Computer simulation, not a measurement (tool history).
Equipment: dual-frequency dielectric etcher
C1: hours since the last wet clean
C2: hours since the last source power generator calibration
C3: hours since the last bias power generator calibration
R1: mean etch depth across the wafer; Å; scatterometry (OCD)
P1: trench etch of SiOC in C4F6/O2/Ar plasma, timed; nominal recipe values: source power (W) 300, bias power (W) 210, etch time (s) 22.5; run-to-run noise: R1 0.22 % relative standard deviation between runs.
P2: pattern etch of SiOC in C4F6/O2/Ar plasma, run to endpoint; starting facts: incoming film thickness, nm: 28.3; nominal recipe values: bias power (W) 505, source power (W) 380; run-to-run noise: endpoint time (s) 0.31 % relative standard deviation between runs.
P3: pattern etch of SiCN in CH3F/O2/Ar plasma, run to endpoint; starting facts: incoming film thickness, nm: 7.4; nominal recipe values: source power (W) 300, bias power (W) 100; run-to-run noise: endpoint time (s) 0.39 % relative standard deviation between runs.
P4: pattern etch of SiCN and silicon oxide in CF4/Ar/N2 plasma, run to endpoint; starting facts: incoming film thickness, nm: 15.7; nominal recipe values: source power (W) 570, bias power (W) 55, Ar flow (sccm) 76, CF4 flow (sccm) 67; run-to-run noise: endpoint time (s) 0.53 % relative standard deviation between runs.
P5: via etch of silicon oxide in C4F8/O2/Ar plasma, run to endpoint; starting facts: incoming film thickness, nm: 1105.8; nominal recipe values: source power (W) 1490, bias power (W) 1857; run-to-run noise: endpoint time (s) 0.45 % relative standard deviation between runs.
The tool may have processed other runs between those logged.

run 1 hour=3.6 | process_that_ran=P1 source_power_(W)=300 bias_power_(W)=210 etch_time_(s)=22.5 | C1=180.6 C2=998 C3=1925.4 | R1=447.15
run 2 hour=9 | process_that_ran=P5 source_power_(W)=1490 bias_power_(W)=2448 | C1=186 C2=1003.4 C3=1930.8 | endpoint_time_(s)=234.68
run 3 hour=14 | process_that_ran=P1 source_power_(W)=300 bias_power_(W)=210 etch_time_(s)=22.5 | C1=191 C2=1008.4 C3=1935.8 | R1=447.06
run 4 hour=19.1 | process_that_ran=P5 source_power_(W)=1490 bias_power_(W)=1857 | C1=196.1 C2=1013.5 C3=1940.9 | endpoint_time_(s)=253.89
run 5 hour=22.1 | process_that_ran=P4 source_power_(W)=570 bias_power_(W)=55 Ar_flow_(sccm)=100 CF4_flow_(sccm)=67 | C1=199.1 C2=1016.5 C3=1943.9 | endpoint_time_(s)=17.004
run 6 hour=27.3 | process_that_ran=P4 source_power_(W)=570 bias_power_(W)=55 Ar_flow_(sccm)=76 CF4_flow_(sccm)=67 | C1=204.3 C2=1021.7 C3=1949.1 | endpoint_time_(s)=16.302
run 7 hour=32.1 | process_that_ran=P1 source_power_(W)=300 bias_power_(W)=210 etch_time_(s)=22.5 | C1=209.1 C2=1026.5 C3=1953.9 | R1=446.84
run 8 hour=37.8 | process_that_ran=P3 source_power_(W)=300 bias_power_(W)=76 | C1=214.8 C2=1032.2 C3=1959.6 | endpoint_time_(s)=21.679
run 9 hour=43.8 | process_that_ran=P1 source_power_(W)=300 bias_power_(W)=263 etch_time_(s)=22.5 | C1=220.8 C2=1038.2 C3=1965.6 | R1=481.51
run 10 hour=49.3 | process_that_ran=P1 source_power_(W)=300 bias_power_(W)=150 etch_time_(s)=22.5 | C1=226.3 C2=1043.7 C3=1971.1 | R1=400.04
run 11 hour=52.3 | process_that_ran=P4 source_power_(W)=570 bias_power_(W)=55 Ar_flow_(sccm)=76 CF4_flow_(sccm)=67 | C1=229.3 C2=1046.7 C3=1974.1 | endpoint_time_(s)=16.233
run 12 hour=57.6 | process_that_ran=P1 source_power_(W)=300 bias_power_(W)=210 etch_time_(s)=22.5 | C1=234.6 C2=1052 C3=1979.4 | R1=446.21
run 13 hour=63.8 | process_that_ran=P1 source_power_(W)=300 bias_power_(W)=210 etch_time_(s)=30.5 | C1=240.8 C2=1058.2 C3=1985.6 | R1=602.8
run 14 hour=66.6 | process_that_ran=P2 source_power_(W)=380 bias_power_(W)=710 | C1=243.6 C2=1061 C3=1988.4 | endpoint_time_(s)=8.5653
run 15 hour=72.6 | process_that_ran=P2 source_power_(W)=380 bias_power_(W)=505 | C1=249.6 C2=1067 C3=1994.4 | endpoint_time_(s)=9.8171
-- hour=77.1 bias power generator calibrated
run 16 hour=77.8 | process_that_ran=P2 source_power_(W)=300 bias_power_(W)=505 | C1=254.8 C2=1072.2 C3=0.7 | endpoint_time_(s)=10.652
run 17 hour=81.7 | process_that_ran=P3 source_power_(W)=360 bias_power_(W)=100 | C1=258.7 C2=1076.1 C3=4.6 | endpoint_time_(s)=18.174
run 18 hour=84.9 | process_that_ran=P5 source_power_(W)=1990 bias_power_(W)=1857 | C1=261.9 C2=1079.3 C3=7.8 | endpoint_time_(s)=227.21
run 19 hour=89 | process_that_ran=P1 source_power_(W)=400 bias_power_(W)=256 etch_time_(s)=22.5 | C1=266 C2=1083.4 C3=11.9 | R1=530.25
run 20 hour=94.2 | process_that_ran=P1 source_power_(W)=300 bias_power_(W)=210 etch_time_(s)=12.5 | C1=271.2 C2=1088.6 C3=17.1 | R1=248.48
run 21 hour=98.9 | process_that_ran=P1 source_power_(W)=400 bias_power_(W)=210 etch_time_(s)=22.5 | C1=275.9 C2=1093.3 C3=21.8 | R1=498.38
run 22 hour=104.2 | process_that_ran=P3 source_power_(W)=300 bias_power_(W)=100 | C1=281.2 C2=1098.6 C3=27.1 | endpoint_time_(s)=19.477
run 23 hour=109.1 | process_that_ran=P4 source_power_(W)=750 bias_power_(W)=55 Ar_flow_(sccm)=76 CF4_flow_(sccm)=67 | C1=286.1 C2=1103.5 C3=32 | endpoint_time_(s)=12.607
run 24 hour=114.2 | process_that_ran=P1 source_power_(W)=170 bias_power_(W)=210 etch_time_(s)=22.5 | C1=291.2 C2=1108.6 C3=37.1 | R1=359.82
run 25 hour=120.3 | process_that_ran=P1 source_power_(W)=300 bias_power_(W)=210 etch_time_(s)=22.5 | C1=297.3 C2=1114.7 C3=43.2 | R1=444.55
run 26 hour=126.2 | process_that_ran=P1 source_power_(W)=300 bias_power_(W)=210 etch_time_(s)=22.5 | C1=303.2 C2=1120.6 C3=49.1 | R1=446.82
run 27 hour=131.4 | process_that_ran=P1 source_power_(W)=400 bias_power_(W)=160 etch_time_(s)=22.5 | C1=308.4 C2=1125.8 C3=54.3 | R1=455.9
run 28 hour=134.8 | process_that_ran=P4 source_power_(W)=570 bias_power_(W)=55 Ar_flow_(sccm)=76 CF4_flow_(sccm)=52 | C1=311.8 C2=1129.2 C3=57.7 | endpoint_time_(s)=16.834
run 29 hour=138.8 | process_that_ran=P4 source_power_(W)=570 bias_power_(W)=76 Ar_flow_(sccm)=76 CF4_flow_(sccm)=67 | C1=315.8 C2=1133.2 C3=61.7 | endpoint_time_(s)=14.575
run 30 hour=142.4 | process_that_ran=P1 source_power_(W)=300 bias_power_(W)=210 etch_time_(s)=22.5 | C1=319.4 C2=1136.8 C3=65.3 | R1=445.61
run 31 hour=148.1 | process_that_ran=P1 source_power_(W)=300 bias_power_(W)=210 etch_time_(s)=22.5 | C1=325.1 C2=1142.5 C3=71 | R1=447.18
run 32 hour=153.7 | process_that_ran=P1 source_power_(W)=300 bias_power_(W)=210 etch_time_(s)=22.5 | C1=330.7 C2=1148.1 C3=76.6 | R1=450.95
run 33 hour=156.8 | process_that_ran=P1 source_power_(W)=300 bias_power_(W)=210 etch_time_(s)=22.5 | C1=333.8 C2=1151.2 C3=79.7 | R1=449.3
-- hour=159.8 wet clean of the chamber
run 34 hour=161.4 | process_that_ran=P1 source_power_(W)=300 bias_power_(W)=210 etch_time_(s)=22.5 | C1=1.6 C2=1155.8 C3=84.3 | R1=451.71
run 35 hour=165.2 | process_that_ran=P1 source_power_(W)=300 bias_power_(W)=210 etch_time_(s)=22.5 | C1=5.4 C2=1159.6 C3=88.1 | R1=453.08
run 36 hour=168.1 | process_that_ran=P1 source_power_(W)=300 bias_power_(W)=210 etch_time_(s)=22.5 | C1=8.3 C2=1162.5 C3=91 | R1=453.23
run 37 hour=171.3 | process_that_ran=P1 source_power_(W)=300 bias_power_(W)=210 etch_time_(s)=22.5 | C1=11.5 C2=1165.7 C3=94.2 | R1=452.52
run 38 hour=174.7 | process_that_ran=P1 source_power_(W)=300 bias_power_(W)=210 etch_time_(s)=22.5 | C1=14.9 C2=1169.1 C3=97.6 | R1=453.26
run 39 hour=180 | process_that_ran=P1 source_power_(W)=300 bias_power_(W)=210 etch_time_(s)=22.5 | C1=20.2 C2=1174.4 C3=102.9 | R1=451.56
run 40 hour=184.7 | process_that_ran=P1 source_power_(W)=300 bias_power_(W)=210 etch_time_(s)=22.5 | C1=24.9 C2=1179.1 C3=107.6 | R1=452.78
run 41 hour=190.4 | process_that_ran=P1 source_power_(W)=300 bias_power_(W)=210 etch_time_(s)=22.5 | C1=30.6 C2=1184.8 C3=113.3 | R1=453.03

What P1 gives has crept away from where it was. These 2 causes fit the log equally well, each at the size given:
A: source power that arrives over what is set, % = 4.15
B: bias power that arrives over what is set, % = 4.77
The gradual shift began around hour 142.4.
Why every other cause is out:
chamber walls in a state that raises the etch rate, %: was serviced at hour 159.8, once the creep was under way, yet the earlier output never came back

Which of the check runs below tells the causes apart, meaning the causes would give it clearly different results? Each run uses 3 wafers whose results are averaged, and each result is shown as a question mark.
run check 1 hour=196.1 | process_that_ran=P5 source_power_(W)=1490 bias_power_(W)=1857 | endpoint_time_(s)=?
run check 2 hour=196.1 | process_that_ran=P3 source_power_(W)=300 bias_power_(W)=100 | endpoint_time_(s)=?
run check 3 hour=196.1 | process_that_ran=P2 source_power_(W)=380 bias_power_(W)=505 | endpoint_time_(s)=?
run check 4 hour=196.1 | process_that_ran=P4 source_power_(W)=570 bias_power_(W)=55 Ar_flow_(sccm)=76 CF4_flow_(sccm)=67 | endpoint_time_(s)=?

How each check would come out, cause by cause:
check=check_1 result=endpoint_time_(s) if_A=250.17 if_B=250.86
check=check_2 result=endpoint_time_(s) if_A=19.229 if_B=19.171
check=check_3 result=endpoint_time_(s) if_A=9.6434 if_B=9.619
check=check_4 result=endpoint_time_(s) if_A=15.611 if_B=15.965
Separation of the two closest causes in each check, using whichever result separates them best: check 1 0.27 %; check 2 0.3 %; check 3 0.25 %; check 4 2.24 %
Check 4 distinguishes between the causes, while the remaining checks would return nearly the same result for all of them.

With check 4 done, the readings were: endpoint time (s) 15.982. Identify which of the listed causes applies.

It was cause B: bias power that arrives over what is set, %.
